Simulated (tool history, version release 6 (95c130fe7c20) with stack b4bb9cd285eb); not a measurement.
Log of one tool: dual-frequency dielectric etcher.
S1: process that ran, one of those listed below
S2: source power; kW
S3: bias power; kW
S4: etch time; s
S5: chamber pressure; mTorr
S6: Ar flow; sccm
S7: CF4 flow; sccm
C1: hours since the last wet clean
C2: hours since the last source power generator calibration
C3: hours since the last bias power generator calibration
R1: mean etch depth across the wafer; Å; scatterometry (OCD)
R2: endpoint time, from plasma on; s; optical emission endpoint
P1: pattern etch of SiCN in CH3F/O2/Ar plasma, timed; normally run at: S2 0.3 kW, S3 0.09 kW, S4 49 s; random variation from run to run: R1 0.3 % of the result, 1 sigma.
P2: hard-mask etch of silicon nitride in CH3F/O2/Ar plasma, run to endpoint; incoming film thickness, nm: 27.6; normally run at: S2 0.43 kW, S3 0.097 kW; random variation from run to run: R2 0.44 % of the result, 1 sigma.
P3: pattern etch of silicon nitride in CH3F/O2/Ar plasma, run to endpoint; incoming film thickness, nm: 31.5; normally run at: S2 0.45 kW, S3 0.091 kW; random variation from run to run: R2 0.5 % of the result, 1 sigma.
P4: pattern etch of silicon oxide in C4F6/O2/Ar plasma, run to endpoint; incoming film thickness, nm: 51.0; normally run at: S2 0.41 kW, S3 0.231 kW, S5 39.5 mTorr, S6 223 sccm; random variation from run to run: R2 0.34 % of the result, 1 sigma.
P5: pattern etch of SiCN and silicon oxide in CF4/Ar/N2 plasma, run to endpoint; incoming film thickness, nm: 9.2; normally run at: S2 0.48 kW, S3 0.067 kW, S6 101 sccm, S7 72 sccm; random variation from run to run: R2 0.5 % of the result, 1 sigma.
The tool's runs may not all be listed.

{"run": 1, "hour": 10.6, "S1": "P1", "S2": 0.3, "S3": 0.09, "S4": 49, "C1": 295.4, "C2": 520, "C3": 2315.1, "R1": 179.05}
{"run": 2, "hour": 30.0, "S1": "P1", "S2": 0.3, "S3": 0.09, "S4": 49, "C1": 314.8, "C2": 539.4, "C3": 2334.5, "R1": 178.92}
{"run": 3, "hour": 40.3, "S1": "P2", "S2": 0.43, "S3": 0.097, "C1": 325.1, "C2": 549.7, "C3": 2344.8, "R2": 34.973}
{"run": 4, "hour": 57.1, "S1": "P1", "S2": 0.3, "S3": 0.09, "S4": 27, "C1": 341.9, "C2": 566.5, "C3": 2361.6, "R1": 98.59}
{"run": 5, "hour": 69.2, "S1": "P1", "S2": 0.3, "S3": 0.09, "S4": 49, "C1": 354, "C2": 578.6, "C3": 2373.7, "R1": 179.38}
{"run": 6, "hour": 83.0, "S1": "P1", "S2": 0.3, "S3": 0.09, "S4": 49, "C1": 367.8, "C2": 592.4, "C3": 2387.5, "R1": 179.66}
{"run": 7, "hour": 94.8, "S1": "P4", "S2": 0.41, "S3": 0.231, "S5": 39.5, "S6": 223, "C1": 379.6, "C2": 604.2, "C3": 2399.3, "R2": 14.649}
{"run": 8, "hour": 108.3, "S1": "P3", "S2": 0.45, "S3": 0.109, "C1": 393.1, "C2": 617.7, "C3": 2412.8, "R2": 37.559}
{"run": 9, "hour": 117.2, "S1": "P1", "S2": 0.3, "S3": 0.09, "S4": 49, "C1": 402, "C2": 626.6, "C3": 2421.7, "R1": 178.89}
{"run": 10, "hour": 131.0, "S1": "P1", "S2": 0.3, "S3": 0.055, "S4": 49, "C1": 415.8, "C2": 640.4, "C3": 2435.5, "R1": 149.19}
{"run": 11, "hour": 149.9, "S1": "P1", "S2": 0.3, "S3": 0.09, "S4": 49, "C1": 434.7, "C2": 659.3, "C3": 2454.4, "R1": 178.98}
{"run": 12, "hour": 165.7, "S1": "P1", "S2": 0.18, "S3": 0.09, "S4": 49, "C1": 450.5, "C2": 675.1, "C3": 2470.2, "R1": 148.03}
{"run": 13, "hour": 184.7, "S1": "P5", "S2": 0.48, "S3": 0.05, "S6": 101, "S7": 72, "C1": 469.5, "C2": 694.1, "C3": 2489.2, "R2": 11.169}
{"run": 14, "hour": 197.5, "S1": "P5", "S2": 0.48, "S3": 0.067, "S6": 101, "S7": 72, "C1": 482.3, "C2": 706.9, "C3": 2502, "R2": 10.247}
{"run": 15, "hour": 215.4, "S1": "P2", "S2": 0.43, "S3": 0.097, "C1": 500.2, "C2": 724.8, "C3": 2519.9, "R2": 34.945}
{"run": 16, "hour": 230.0, "S1": "P5", "S2": 0.48, "S3": 0.067, "S6": 101, "S7": 50, "C1": 514.8, "C2": 739.4, "C3": 2534.5, "R2": 10.767}
{"run": 17, "hour": 244.2, "S1": "P1", "S2": 0.3, "S3": 0.09, "S4": 49, "C1": 529, "C2": 753.6, "C3": 2548.7, "R1": 178.34}
{"run": 18, "hour": 258.6, "S1": "P3", "S2": 0.45, "S3": 0.091, "C1": 543.4, "C2": 768, "C3": 2563.1, "R2": 39.912}
{"run": 19, "hour": 267.4, "S1": "P5", "S2": 0.48, "S3": 0.067, "S6": 129, "S7": 72, "C1": 552.2, "C2": 776.8, "C3": 2571.9, "R2": 10.598}
{"run": 20, "hour": 279.7, "S1": "P4", "S2": 0.55, "S3": 0.231, "S5": 39.5, "S6": 223, "C1": 564.5, "C2": 789.1, "C3": 2584.2, "R2": 12.946}
{"run": 21, "hour": 289.9, "S1": "P1", "S2": 0.3, "S3": 0.108, "S4": 49, "C1": 574.7, "C2": 799.3, "C3": 2594.4, "R1": 192.06}
{"run": 22, "hour": 299.4, "S1": "P4", "S2": 0.41, "S3": 0.231, "S5": 39.5, "S6": 178, "C1": 584.2, "C2": 808.8, "C3": 2603.9, "R2": 14.203}
{"run": 23, "hour": 311.1, "S1": "P5", "S2": 0.48, "S3": 0.067, "S6": 101, "S7": 72, "C1": 595.9, "C2": 820.5, "C3": 2615.6, "R2": 10.302}
{"run": 24, "hour": 320.8, "S1": "P2", "S2": 0.43, "S3": 0.129, "C1": 605.6, "C2": 830.2, "C3": 2625.3, "R2": 31.51}
{"run": 25, "hour": 329.7, "S1": "P3", "S2": 0.32, "S3": 0.091, "C1": 614.5, "C2": 839.1, "C3": 2634.2, "R2": 45.62}
{"run": 26, "hour": 346.3, "S1": "P1", "S2": 0.39, "S3": 0.09, "S4": 49, "C1": 631.1, "C2": 855.7, "C3": 2650.8, "R1": 195.91}
{"run": 27, "hour": 363.4, "S1": "P5", "S2": 0.34, "S3": 0.067, "S6": 101, "S7": 72, "C1": 648.2, "C2": 872.8, "C3": 2667.9, "R2": 13.8}
{"run": 28, "hour": 377.9, "S1": "P2", "S2": 0.61, "S3": 0.097, "C1": 662.7, "C2": 887.3, "C3": 2682.4, "R2": 30.737}
{"run": 29, "hour": 394.0, "S1": "P4", "S2": 0.41, "S3": 0.231, "S5": 39.5, "S6": 223, "C1": 678.8, "C2": 903.4, "C3": 2698.5, "R2": 14.576}
{"run": 30, "hour": 404.2, "S1": "P1", "S2": 0.3, "S3": 0.09, "S4": 67, "C1": 689, "C2": 913.6, "C3": 2708.7, "R1": 245.75}
{"run": 31, "hour": 423.5, "S1": "P4", "S2": 0.41, "S3": 0.231, "S5": 26, "S6": 223, "C1": 708.3, "C2": 932.9, "C3": 2728, "R2": 13.862}
{"run": 32, "hour": 434.1, "S1": "P1", "S2": 0.36, "S3": 0.09, "S4": 59, "C1": 718.9, "C2": 943.5, "C3": 2738.6, "R1": 232.32}
{"run": 33, "hour": 449.1, "S1": "P4", "S2": 0.41, "S3": 0.303, "S5": 39.5, "S6": 223, "C1": 733.9, "C2": 958.5, "C3": 2753.6, "R2": 13.267}
{"run": 34, "hour": 467.4, "S1": "P1", "S2": 0.3, "S3": 0.09, "S4": 49, "C1": 752.2, "C2": 976.8, "C3": 2771.9, "R1": 178.4}
{"run": 35, "hour": 483.4, "S1": "P1", "S2": 0.3, "S3": 0.09, "S4": 49, "C1": 768.2, "C2": 992.8, "C3": 2787.9, "R1": 177.62}
{"run": 36, "hour": 499.4, "S1": "P1", "S2": 0.3, "S3": 0.09, "S4": 49, "C1": 784.2, "C2": 1008.8, "C3": 2803.9, "R1": 177.14}
{"run": 37, "hour": 516.7, "S1": "P1", "S2": 0.3, "S3": 0.09, "S4": 49, "C1": 801.5, "C2": 1026.1, "C3": 2821.2, "R1": 176.67}
{"hour": 524.5, "done": "wet clean of the chamber"}
{"run": 38, "hour": 532.6, "S1": "P1", "S2": 0.3, "S3": 0.09, "S4": 49, "C1": 8.1, "C2": 1042, "C3": 2837.1, "R1": 176.27}
{"run": 39, "hour": 543.9, "S1": "P1", "S2": 0.3, "S3": 0.09, "S4": 49, "C1": 19.4, "C2": 1053.3, "C3": 2848.4, "R1": 176.55}
{"run": 40, "hour": 554.1, "S1": "P1", "S2": 0.3, "S3": 0.09, "S4": 49, "C1": 29.6, "C2": 1063.5, "C3": 2858.6, "R1": 175.86}

What P1 gives has crept away from where it was. These 2 causes fit the log equally well, each at the size given:
A: bias power that arrives under what is set, % = 4.26
B: source power that arrives under what is set, % = 4.34
The creep began at about hour 467.4.
Why every other cause is out:
chamber walls in a state that lowers the etch rate, %: serviced at hour 524.5, which brought nothing back

4 check runs are offered, each on 3 wafers whose results are averaged, their results left as question marks. Which one tells the causes apart?
{"run": "check 1", "hour": 564.3, "S1": "P5", "S2": 0.36, "S3": 0.067, "S6": 101, "S7": 60, "R2": "?"}
{"run": "check 2", "hour": 564.3, "S1": "P2", "S2": 0.43, "S3": 0.126, "R2": "?"}
{"run": "check 3", "hour": 564.3, "S1": "P3", "S2": 0.45, "S3": 0.105, "R2": "?"}
{"run": "check 4", "hour": 564.3, "S1": "P4", "S2": 0.54, "S3": 0.296, "S5": 39.5, "S6": 223, "R2": "?"}

What each check would give under each cause:
check=check_1 result=R2 if_A=13.747 if_B=14.081
check=check_2 result=R2 if_A=32.124 if_B=32.118
check=check_3 result=R2 if_A=38.719 if_B=38.741
check=check_4 result=R2 if_A=12.216 if_B=12.242
How far apart the two closest causes lie, in the result that separates them most: check 1 2.4 %; check 2 0.02 %; check 3 0.06 %; check 4 0.21 %
Only check 1 tells the causes apart: in the others they would give nearly the same result.

Check 1 was then run and gave: R2 13.782 s. Which cause is it?

It is A: bias power that arrives under what is set, %.

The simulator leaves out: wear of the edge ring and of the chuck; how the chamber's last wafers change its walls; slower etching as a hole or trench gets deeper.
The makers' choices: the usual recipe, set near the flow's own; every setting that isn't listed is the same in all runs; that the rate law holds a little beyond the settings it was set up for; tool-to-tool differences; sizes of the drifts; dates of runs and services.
